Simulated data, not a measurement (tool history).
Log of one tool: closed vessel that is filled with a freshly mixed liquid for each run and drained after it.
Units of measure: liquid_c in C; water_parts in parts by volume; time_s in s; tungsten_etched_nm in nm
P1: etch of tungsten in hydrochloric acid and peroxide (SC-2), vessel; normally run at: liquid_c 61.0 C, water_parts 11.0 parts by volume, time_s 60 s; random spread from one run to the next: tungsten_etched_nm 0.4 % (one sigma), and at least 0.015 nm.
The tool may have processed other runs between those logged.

run,hour,liquid_c,water_parts,time_s,tungsten_etched_nm
1,13.5,61.0,11.0,60,40.519
2,26.0,61.0,11.0,60,41.148
3,36.8,61.0,11.0,60,41.238
4,49.3,61.0,11.0,60,41.049
5,60.0,61.0,11.0,110,74.838
6,69.0,61.0,4.0,60,88.112
7,80.7,61.0,16.5,60,28.736
8,89.0,45.5,11.0,60,14.795
9,103.7,61.0,11.0,60,40.596
10,112.4,61.0,11.0,60,40.787
# hour 113.1: chemicals flow meter replaced
11,122.6,72.0,11.0,60,79.816
12,135.3,61.0,11.0,30,20.478
13,142.7,61.0,5.5,30,35.491
14,153.0,61.0,11.0,60,40.633
15,161.9,61.0,11.0,60,39.861
16,169.6,61.0,11.0,60,39.316
17,182.9,61.0,11.0,60,38.570
18,189.8,61.0,11.0,60,38.227
# hour 198.8: new drum of peroxide connected
19,199.6,61.0,11.0,60,38.193

For run 20, what comes out?
20,208.7,61.0,11.0,60,?

tungsten_etched_nm: 38.064 nm
